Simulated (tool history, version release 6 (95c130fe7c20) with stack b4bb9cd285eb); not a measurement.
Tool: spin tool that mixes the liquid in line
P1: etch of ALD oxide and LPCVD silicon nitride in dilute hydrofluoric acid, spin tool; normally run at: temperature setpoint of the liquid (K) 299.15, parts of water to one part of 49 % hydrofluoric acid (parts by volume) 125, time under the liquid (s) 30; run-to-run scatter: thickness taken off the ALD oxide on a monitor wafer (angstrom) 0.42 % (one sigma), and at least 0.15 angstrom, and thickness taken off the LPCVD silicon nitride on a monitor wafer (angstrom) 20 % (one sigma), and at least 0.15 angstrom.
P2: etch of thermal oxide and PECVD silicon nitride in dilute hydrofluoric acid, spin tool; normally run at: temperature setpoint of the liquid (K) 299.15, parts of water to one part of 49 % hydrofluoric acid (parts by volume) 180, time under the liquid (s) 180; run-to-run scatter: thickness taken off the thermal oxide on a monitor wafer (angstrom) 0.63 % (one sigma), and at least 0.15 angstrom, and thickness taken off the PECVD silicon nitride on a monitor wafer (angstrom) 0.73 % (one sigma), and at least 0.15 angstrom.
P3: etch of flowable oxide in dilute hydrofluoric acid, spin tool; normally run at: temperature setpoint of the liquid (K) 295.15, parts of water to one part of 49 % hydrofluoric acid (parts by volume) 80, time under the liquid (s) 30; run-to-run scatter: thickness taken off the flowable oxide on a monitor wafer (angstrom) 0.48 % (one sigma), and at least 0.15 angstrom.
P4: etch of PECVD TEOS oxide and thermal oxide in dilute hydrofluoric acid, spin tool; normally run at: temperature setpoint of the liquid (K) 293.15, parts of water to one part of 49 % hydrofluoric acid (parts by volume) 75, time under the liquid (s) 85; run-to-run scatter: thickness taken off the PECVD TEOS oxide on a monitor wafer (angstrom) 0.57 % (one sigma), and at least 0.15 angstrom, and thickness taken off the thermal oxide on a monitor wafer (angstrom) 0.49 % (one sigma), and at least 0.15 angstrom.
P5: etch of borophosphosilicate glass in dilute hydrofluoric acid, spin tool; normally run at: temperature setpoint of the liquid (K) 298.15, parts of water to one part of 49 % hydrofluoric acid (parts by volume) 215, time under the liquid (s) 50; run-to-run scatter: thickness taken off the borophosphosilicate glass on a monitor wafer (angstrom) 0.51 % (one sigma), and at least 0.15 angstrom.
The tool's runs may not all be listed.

run,day,process that ran,temperature setpoint of the liquid (K),parts of water to one part of 49 % hydrofluoric acid (parts by volume),time under the liquid (s),hours since the thermometer was replaced,hours since the hydrofluoric acid flow meter was replaced,thickness taken off the ALD oxide on a monitor wafer (angstrom),thickness taken off the LPCVD silicon nitride on a monitor wafer (angstrom),thickness taken off the thermal oxide on a monitor wafer (angstrom),thickness taken off the PECVD silicon nitride on a monitor wafer (angstrom),thickness taken off the borophosphosilicate glass on a monitor wafer (angstrom),thickness taken off the flowable oxide on a monitor wafer (angstrom),thickness taken off the PECVD TEOS oxide on a monitor wafer (angstrom)
1,0.129,P1,299.15,125,30,192.6,700.2,78.572,0.89377,,,,,
2,0.317,P2,299.15,180,50,197.1,704.7,,,13.514,10.005,,,
3,0.496,P5,292.65,215,50,201.4,709,,,,,114.3,,
4,0.679,P3,295.15,135,30,205.8,713.4,,,,,,56.058,
5,0.833,P1,299.15,125,30,209.5,717.1,78.588,1.4755,,,,,
6,0.979,P4,293.15,75,15,213,720.6,,,8.6103,,,,15.533
7,1.146,P1,299.15,220,30,217,724.6,40.309,0.52199,,,,,
8,1.292,P3,303.15,80,30,220.5,728.1,,,,,,138.45,
9,1.417,P3,295.15,80,30,223.5,731.1,,,,,,101.52,
10,1.533,P1,304.15,125,55,226.3,733.9,175.91,3.5898,,,,,
11,1.679,P1,299.15,125,15,229.8,737.4,39.438,0.75374,,,,,
12,1.783,P2,299.15,180,180,232.3,739.9,,,48.657,36.88,,,
13,1.958,P1,299.15,125,30,236.5,744.1,79.098,1.2847,,,,,
14,2.15,P5,298.15,125,50,241.1,748.7,,,,,270.43,,
15,2.267,P1,303.65,125,30,243.9,751.5,93.169,1.7996,,,,,
16,2.446,P1,294.65,125,30,248.2,755.8,66.106,1.0324,,,,,
17,2.6,P5,298.15,215,50,251.9,759.5,,,,,142.22,,
18,2.775,P5,298.15,215,50,256.1,763.7,,,,,142.22,,
19,2.908,P1,299.15,125,30,259.3,766.9,78.958,1.0051,,,,,
20,2.996,P2,306.65,180,180,261.4,769,,,63.139,57.353,,,
21,3.171,P1,299.15,25,30,265.6,773.2,450.27,6.8108,,,,,
22,3.292,P3,295.15,80,60,268.5,776.1,,,,,,203.84,
23,3.425,P4,293.15,30,85,271.7,779.3,,,123.8,,,,227.33
24,3.546,P4,293.15,75,85,274.6,782.2,,,46.848,,,,86.303
25,3.733,P4,297.65,75,85,279.1,786.7,,,56.223,,,,103
26,3.921,P5,298.15,215,15,283.6,791.2,,,,,42.232,,
27,4.092,P2,299.15,60,180,287.7,795.3,,,168.31,107.94,,,
28,4.254,P1,299.15,125,60,291.6,799.2,156.93,2.4262,,,,,
29,4.375,P1,299.15,125,30,294.5,802.1,79.732,1.3613,,,,,
30,4.492,P1,299.15,125,30,297.3,804.9,81.706,1.1078,,,,,
31,4.583,P1,299.15,125,30,299.5,807.1,82.764,1.051,,,,,
32,4.729,P1,299.15,125,30,303,810.6,83.498,0.92652,,,,,
33,4.908,P1,299.15,125,30,307.3,814.9,84.633,1.4897,,,,,
34,5.025,P1,299.15,125,30,310.1,817.7,85.148,1.0214,,,,,
35,5.138,P1,299.15,125,30,312.8,820.4,86.087,1.1649,,,,,
36,5.25,P1,299.15,125,30,315.5,823.1,85.96,1.2914,,,,,
37,5.404,P1,299.15,125,30,319.2,826.8,85.952,1.3262,,,,,
38,5.525,P1,299.15,125,30,322.1,829.7,86.082,1.3975,,,,,
39,5.642,P1,299.15,125,30,324.9,832.5,86.131,1.2493,,,,,
40,5.775,P1,299.15,125,30,328.1,835.7,87.278,1.5277,,,,,

What P1 gives has crept away from where it was. These 2 causes fit the log equally well, each at the size given:
A: liquid hotter than its thermometer reads (K) = 2.35
B: hydrofluoric acid flow above the setpoint (%) = 8
The creep began at about day 4.375.

4 check runs are offered, one wafer each, their results left as question marks. Which one tells the causes apart?
check 1,5.908,P4,293.15,75,20,,,,,?,,,,?
check 2,5.908,P3,295.15,125,60,,,,,,,,?,
check 3,5.908,P5,294.15,215,15,,,,,,,?,,
check 4,5.908,P2,299.15,180,110,,,,,?,?,,,

What each check would give under each cause:
check,result,if A,if B
check 1,thickness taken off the thermal oxide on a monitor wafer (angstrom),12.132,11.967
check 1,thickness taken off the PECVD TEOS oxide on a monitor wafer (angstrom),22.359,22.056
check 2,thickness taken off the flowable oxide on a monitor wafer (angstrom),135.1,134.48
check 3,thickness taken off the borophosphosilicate glass on a monitor wafer (angstrom),40.02,40.223
check 4,thickness taken off the thermal oxide on a monitor wafer (angstrom),32.123,32.361
check 4,thickness taken off the PECVD silicon nitride on a monitor wafer (angstrom),25.732,24.024
How far apart the two closest causes lie, in the result that separates them most: check 1 1.36 %; check 2 0.47 %; check 3 0.51 %; check 4 6.87 %
Check 4 tells the causes apart: in the others they would give nearly the same result.

Check 4 was then run and gave: thickness taken off the thermal oxide on a monitor wafer (angstrom) 32.494; thickness taken off the PECVD silicon nitride on a monitor wafer (angstrom) 23.681. Which cause is it?

It is B: hydrofluoric acid flow above the setpoint (%).
